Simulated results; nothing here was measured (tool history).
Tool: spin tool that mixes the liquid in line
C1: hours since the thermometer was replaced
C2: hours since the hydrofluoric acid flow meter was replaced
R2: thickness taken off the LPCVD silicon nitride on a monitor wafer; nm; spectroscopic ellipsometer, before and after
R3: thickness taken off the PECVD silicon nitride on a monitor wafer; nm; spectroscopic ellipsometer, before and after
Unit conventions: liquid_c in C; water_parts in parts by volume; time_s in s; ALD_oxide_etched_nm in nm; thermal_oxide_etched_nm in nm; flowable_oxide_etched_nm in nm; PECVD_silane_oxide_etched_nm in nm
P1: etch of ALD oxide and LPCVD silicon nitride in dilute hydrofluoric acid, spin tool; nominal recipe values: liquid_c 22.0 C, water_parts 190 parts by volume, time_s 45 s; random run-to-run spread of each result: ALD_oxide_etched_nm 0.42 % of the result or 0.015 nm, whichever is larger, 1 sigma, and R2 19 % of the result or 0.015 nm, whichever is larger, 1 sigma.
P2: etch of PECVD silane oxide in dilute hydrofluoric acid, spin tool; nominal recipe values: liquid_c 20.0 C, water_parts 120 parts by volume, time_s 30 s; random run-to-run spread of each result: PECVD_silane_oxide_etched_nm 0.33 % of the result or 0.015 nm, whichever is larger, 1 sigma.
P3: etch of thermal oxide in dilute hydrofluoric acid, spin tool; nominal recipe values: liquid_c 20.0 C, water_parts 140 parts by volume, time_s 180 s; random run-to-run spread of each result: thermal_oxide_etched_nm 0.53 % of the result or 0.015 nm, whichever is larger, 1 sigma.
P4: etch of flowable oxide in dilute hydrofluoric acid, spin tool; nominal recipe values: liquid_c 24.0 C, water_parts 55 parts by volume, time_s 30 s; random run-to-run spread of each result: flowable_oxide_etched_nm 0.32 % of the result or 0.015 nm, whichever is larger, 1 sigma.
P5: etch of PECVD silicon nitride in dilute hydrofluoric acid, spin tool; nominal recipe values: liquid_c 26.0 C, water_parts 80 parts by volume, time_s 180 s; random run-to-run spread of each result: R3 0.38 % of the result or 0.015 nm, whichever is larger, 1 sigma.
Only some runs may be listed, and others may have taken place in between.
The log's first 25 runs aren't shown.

Run 26, hour 166.4: process P3, liquid_c 25.5 C, water_parts 140 parts by volume, time_s 180 s; C1 1286.6; C2 362.0. Result: thermal_oxide_etched_nm 5.86010 nm.
Run 27, hour 172.3: process P5, liquid_c 22.0 C, water_parts 80 parts by volume, time_s 180 s; C1 1292.5; C2 367.9. Result: R3 4.2004 nm.
Run 28, hour 177.2: process P1, liquid_c 17.0 C, water_parts 190 parts by volume, time_s 45 s; C1 1297.4; C2 372.8. Result: ALD_oxide_etched_nm 4.2629 nm, R2 0.106480 nm.
Run 29, hour 184.5: process P2, liquid_c 20.0 C, water_parts 120 parts by volume, time_s 15 s; C1 1304.7; C2 380.1. Result: PECVD_silane_oxide_etched_nm 4.1945 nm.
Run 30, hour 193.0: process P3, liquid_c 20.0 C, water_parts 140 parts by volume, time_s 180 s; C1 1313.2; C2 388.6. Result: thermal_oxide_etched_nm 4.68290 nm.
Run 31, hour 199.4: process P2, liquid_c 20.0 C, water_parts 120 parts by volume, time_s 30 s; C1 1319.6; C2 395.0. Result: PECVD_silane_oxide_etched_nm 8.4048 nm.
Run 32, hour 204.4: process P2, liquid_c 17.0 C, water_parts 120 parts by volume, time_s 30 s; C1 1324.6; C2 400.0. Result: PECVD_silane_oxide_etched_nm 7.3846 nm.
Run 33, hour 211.1: process P1, liquid_c 22.0 C, water_parts 190 parts by volume, time_s 45 s; C1 1331.3; C2 406.7. Result: ALD_oxide_etched_nm 5.1657 nm, R2 0.164890 nm.
Run 34, hour 215.9: process P1, liquid_c 22.0 C, water_parts 190 parts by volume, time_s 45 s; C1 1336.1; C2 411.5. Result: ALD_oxide_etched_nm 5.3234 nm, R2 0.103320 nm.
Run 35, hour 223.0: process P1, liquid_c 22.0 C, water_parts 190 parts by volume, time_s 45 s; C1 1343.2; C2 418.6. Result: ALD_oxide_etched_nm 5.5206 nm, R2 0.092537 nm.
Run 36, hour 227.5: process P1, liquid_c 22.0 C, water_parts 190 parts by volume, time_s 45 s; C1 1347.7; C2 423.1. Result: ALD_oxide_etched_nm 5.4910 nm, R2 0.150650 nm.
Run 37, hour 233.3: process P1, liquid_c 22.0 C, water_parts 190 parts by volume, time_s 45 s; C1 1353.5; C2 428.9. Result: ALD_oxide_etched_nm 5.5636 nm, R2 0.128380 nm.

What will run 38 give?
Run 38, hour 241.7: process P1, liquid_c 22.0 C, water_parts 190 parts by volume, time_s 45 s; C1 1361.9; C2 437.3. Result: ALD_oxide_etched_nm ?, R2 ?.

Run 38 came out at ALD_oxide_etched_nm 5.5701 nm, R2 0.153250 nm.
